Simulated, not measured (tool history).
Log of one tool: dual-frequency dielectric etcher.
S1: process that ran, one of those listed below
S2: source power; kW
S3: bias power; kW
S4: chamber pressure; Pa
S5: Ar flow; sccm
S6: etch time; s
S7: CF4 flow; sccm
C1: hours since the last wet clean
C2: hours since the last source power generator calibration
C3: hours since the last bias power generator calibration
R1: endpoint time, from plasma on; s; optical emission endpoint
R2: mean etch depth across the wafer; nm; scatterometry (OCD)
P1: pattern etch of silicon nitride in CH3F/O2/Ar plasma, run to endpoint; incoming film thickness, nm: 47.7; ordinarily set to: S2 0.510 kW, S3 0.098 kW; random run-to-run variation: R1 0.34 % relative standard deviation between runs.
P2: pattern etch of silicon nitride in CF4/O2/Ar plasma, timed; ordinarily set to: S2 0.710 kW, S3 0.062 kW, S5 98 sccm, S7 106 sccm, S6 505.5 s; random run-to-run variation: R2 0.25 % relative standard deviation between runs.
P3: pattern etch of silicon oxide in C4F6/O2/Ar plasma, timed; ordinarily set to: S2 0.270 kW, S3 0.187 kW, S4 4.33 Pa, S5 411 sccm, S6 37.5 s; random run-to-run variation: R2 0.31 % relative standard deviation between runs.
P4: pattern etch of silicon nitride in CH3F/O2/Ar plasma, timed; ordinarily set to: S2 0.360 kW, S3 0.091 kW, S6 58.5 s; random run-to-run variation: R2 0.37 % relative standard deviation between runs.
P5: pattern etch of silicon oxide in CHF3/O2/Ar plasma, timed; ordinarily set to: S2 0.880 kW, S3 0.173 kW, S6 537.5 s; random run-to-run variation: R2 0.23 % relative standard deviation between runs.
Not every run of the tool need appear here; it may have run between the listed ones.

Run 1, hour 6.0: S1 P1, S2 0.510 kW, S3 0.098 kW; C1 320.3; C2 1516.5; C3 2021.6. Result: R1 56.695 s.
Run 2, hour 10.8: S1 P3, S2 0.270 kW, S3 0.266 kW, S4 4.33 Pa, S5 411 sccm, S6 37.5 s; C1 325.1; C2 1521.3; C3 2026.4. Result: R2 114.340 nm.
Run 3, hour 19.8: S1 P1, S2 0.510 kW, S3 0.098 kW; C1 334.1; C2 1530.3; C3 2035.4. Result: R1 57.003 s.
Run 4, hour 28.4: S1 P5, S2 0.880 kW, S3 0.173 kW, S6 537.5 s; C1 342.7; C2 1538.9; C3 2044.0. Result: R2 1183.000 nm.
Run 5, hour 35.9: S1 P2, S2 0.880 kW, S3 0.062 kW, S5 98 sccm, S6 505.5 s, S7 106 sccm; C1 350.2; C2 1546.4; C3 2051.5. Result: R2 1652.100 nm.
Run 6, hour 44.9: S1 P2, S2 0.710 kW, S3 0.081 kW, S5 98 sccm, S6 505.5 s, S7 106 sccm; C1 359.2; C2 1555.4; C3 2060.5. Result: R2 1525.200 nm.
Run 7, hour 54.1: S1 P5, S2 0.880 kW, S3 0.173 kW, S6 792.5 s; C1 368.4; C2 1564.6; C3 2069.7. Result: R2 1749.200 nm.
Run 8, hour 60.3: S1 P1, S2 0.510 kW, S3 0.098 kW; C1 374.6; C2 1570.8; C3 2075.9. Result: R1 56.643 s.
Run 9, hour 70.3: S1 P3, S2 0.370 kW, S3 0.187 kW, S4 4.33 Pa, S5 411 sccm, S6 37.5 s; C1 384.6; C2 1580.8; C3 2085.9. Result: R2 114.070 nm.
Run 10, hour 76.5: S1 P4, S2 0.360 kW, S3 0.091 kW, S6 58.5 s; C1 390.8; C2 1587.0; C3 2092.1. Result: R2 42.351 nm.
Run 11, hour 86.0: S1 P2, S2 0.710 kW, S3 0.062 kW, S5 117 sccm, S6 505.5 s, S7 106 sccm; C1 400.3; C2 1596.5; C3 2101.6. Result: R2 1339.700 nm.
Run 12, hour 92.6: S1 P3, S2 0.270 kW, S3 0.187 kW, S4 4.33 Pa, S5 411 sccm, S6 52.0 s; C1 406.9; C2 1603.1; C3 2108.2. Result: R2 139.420 nm.
Run 13, hour 97.5: S1 P1, S2 0.510 kW, S3 0.098 kW; C1 411.8; C2 1608.0; C3 2113.1. Result: R1 56.887 s.
Run 14, hour 105.1: S1 P5, S2 0.700 kW, S3 0.173 kW, S6 537.5 s; C1 419.4; C2 1615.6; C3 2120.7. Result: R2 1080.900 nm.
Run 15, hour 112.4: S1 P5, S2 0.880 kW, S3 0.208 kW, S6 537.5 s; C1 426.7; C2 1622.9; C3 2128.0. Result: R2 1257.300 nm.
Run 16, hour 121.1: S1 P1, S2 0.510 kW, S3 0.098 kW; C1 435.4; C2 1631.6; C3 2136.7. Result: R1 57.128 s.
Run 17, hour 128.5: S1 P1, S2 0.350 kW, S3 0.098 kW; C1 442.8; C2 1639.0; C3 2144.1. Result: R1 65.278 s.
Run 18, hour 136.1: S1 P1, S2 0.590 kW, S3 0.074 kW; C1 450.4; C2 1646.6; C3 2151.7. Result: R1 59.445 s.
Run 19, hour 145.6: S1 P1, S2 0.710 kW, S3 0.135 kW; C1 459.9; C2 1656.1; C3 2161.2. Result: R1 44.719 s.
Run 20, hour 155.4: S1 P1, S2 0.510 kW, S3 0.073 kW; C1 469.7; C2 1665.9; C3 2171.0. Result: R1 63.253 s.
Run 21, hour 164.1: S1 P2, S2 0.710 kW, S3 0.062 kW, S5 98 sccm, S6 505.5 s, S7 148 sccm; C1 478.4; C2 1674.6; C3 2179.7. Result: R2 1428.100 nm.
Run 22, hour 169.3: S1 P4, S2 0.360 kW, S3 0.066 kW, S6 58.5 s; C1 483.6; C2 1679.8; C3 2184.9. Result: R2 38.146 nm.
Run 23, hour 175.1: S1 P4, S2 0.490 kW, S3 0.091 kW, S6 58.5 s; C1 489.4; C2 1685.6; C3 2190.7. Result: R2 47.861 nm.
Run 24, hour 183.9: S1 P2, S2 0.710 kW, S3 0.062 kW, S5 98 sccm, S6 505.5 s, S7 106 sccm; C1 498.2; C2 1694.4; C3 2199.5. Result: R2 1374.000 nm.
Run 25, hour 190.2: S1 P1, S2 0.510 kW, S3 0.118 kW; C1 504.5; C2 1700.7; C3 2205.8. Result: R1 52.999 s.
Run 26, hour 200.3: S1 P1, S2 0.510 kW, S3 0.098 kW; C1 514.6; C2 1710.8; C3 2215.9. Result: R1 56.697 s.
Run 27, hour 207.7: S1 P2, S2 0.710 kW, S3 0.062 kW, S5 98 sccm, S6 685.5 s, S7 106 sccm; C1 522.0; C2 1718.2; C3 2223.3. Result: R2 1861.500 nm.
Run 28, hour 218.2: S1 P3, S2 0.270 kW, S3 0.187 kW, S4 5.67 Pa, S5 411 sccm, S6 37.5 s; C1 532.5; C2 1728.7; C3 2233.8. Result: R2 98.019 nm.
Run 29, hour 223.8: S1 P3, S2 0.270 kW, S3 0.187 kW, S4 4.33 Pa, S5 292 sccm, S6 37.5 s; C1 538.1; C2 1734.3; C3 2239.4. Result: R2 105.120 nm.
Run 30, hour 232.7: S1 P5, S2 0.880 kW, S3 0.173 kW, S6 537.5 s; C1 547.0; C2 1743.2; C3 2248.3. Result: R2 1180.600 nm.
Run 31, hour 239.8: S1 P3, S2 0.270 kW, S3 0.187 kW, S4 4.33 Pa, S5 411 sccm, S6 37.5 s; C1 554.1; C2 1750.3; C3 2255.4. Result: R2 100.650 nm.
Run 32, hour 249.8: S1 P4, S2 0.360 kW, S3 0.091 kW, S6 58.5 s; C1 564.1; C2 1760.3; C3 2265.4. Result: R2 42.862 nm.
Run 33, hour 256.1: S1 P1, S2 0.640 kW, S3 0.098 kW; C1 570.4; C2 1766.6; C3 2271.7. Result: R1 52.330 s.
Run 34, hour 266.9: S1 P4, S2 0.360 kW, S3 0.091 kW, S6 87.0 s; C1 581.2; C2 1777.4; C3 2282.5. Result: R2 63.734 nm.
Run 35, hour 275.2: S1 P1, S2 0.510 kW, S3 0.098 kW; C1 589.5; C2 1785.7; C3 2290.8. Result: R1 56.761 s.
Run 36, hour 284.7: S1 P1, S2 0.510 kW, S3 0.098 kW; C1 599.0; C2 1795.2; C3 2300.3. Result: R1 56.476 s.
Run 37, hour 290.0: S1 P1, S2 0.510 kW, S3 0.098 kW; C1 604.3; C2 1800.5; C3 2305.6. Result: R1 56.749 s.
Run 38, hour 296.5: S1 P1, S2 0.510 kW, S3 0.098 kW; C1 610.8; C2 1807.0; C3 2312.1. Result: R1 56.642 s.
Run 39, hour 301.7: S1 P1, S2 0.510 kW, S3 0.098 kW; C1 616.0; C2 1812.2; C3 2317.3. Result: R1 56.191 s.
Run 40, hour 310.9: S1 P1, S2 0.510 kW, S3 0.098 kW; C1 625.2; C2 1821.4; C3 2326.5. Result: R1 56.107 s.
At hour 313.6: wet clean of the chamber.
Run 41, hour 316.7: S1 P1, S2 0.510 kW, S3 0.098 kW; C1 3.2; C2 1827.2; C3 2332.3. Result: R1 55.945 s.
Run 42, hour 325.5: S1 P1, S2 0.510 kW, S3 0.098 kW; C1 12.0; C2 1836.0; C3 2341.1. Result: R1 55.969 s.
Run 43, hour 332.8: S1 P1, S2 0.510 kW, S3 0.098 kW; C1 19.3; C2 1843.3; C3 2348.4. Result: R1 56.119 s.
Run 44, hour 341.3: S1 P1, S2 0.510 kW, S3 0.098 kW; C1 27.8; C2 1851.8; C3 2356.9. Result: R1 56.043 s.

The log shows P1 creeping away from where it was. Any of the 2 causes listed here, at the size stated for it, fits the log just as well as the others:
A: bias power that arrives over what is set, % = 4.84
B: source power that arrives over what is set, % = 4.66
Creep in the process output first set in at about hour 275.2.
Ruled out, with reasons:
chamber walls in a state that raises the etch rate, %: serviced at hour 313.6, which brought nothing back

Question marks stand in for the results of the 4 check runs listed below, each run on one wafer. Under which run would the listed causes show clearly different results?
Run check 1, hour 349.8: S1 P5, S2 0.720 kW, S3 0.173 kW, S6 648.5 s. Result: R2 ?.
Run check 2, hour 349.8: S1 P2, S2 0.710 kW, S3 0.062 kW, S5 117 sccm, S6 505.5 s, S7 147 sccm. Result: R2 ?.
Run check 3, hour 349.8: S1 P3, S2 0.360 kW, S3 0.187 kW, S4 4.33 Pa, S5 411 sccm, S6 50.5 s. Result: R2 ?.
Run check 4, hour 349.8: S1 P4, S2 0.360 kW, S3 0.091 kW, S6 84.0 s. Result: R2 ?.

Check results expected under each cause:
  check  result      if A      if B
check 1      R2  1343.300  1345.800
check 2      R2  1421.300  1453.100
check 3      R2   154.450   154.830
check 4      R2    62.448    62.435
Smallest distance between any two causes, each pair judged by its most separating result, in per cent: check 1 0.19 %; check 2 2.21 %; check 3 0.24 %; check 4 0.02 %
Check 2 tells the causes apart: in the others they would give nearly the same result.

Check 2 was carried out, with these results: R2 1453.500 nm. Which of the listed causes is responsible?

It was cause B: source power that arrives over what is set, %.
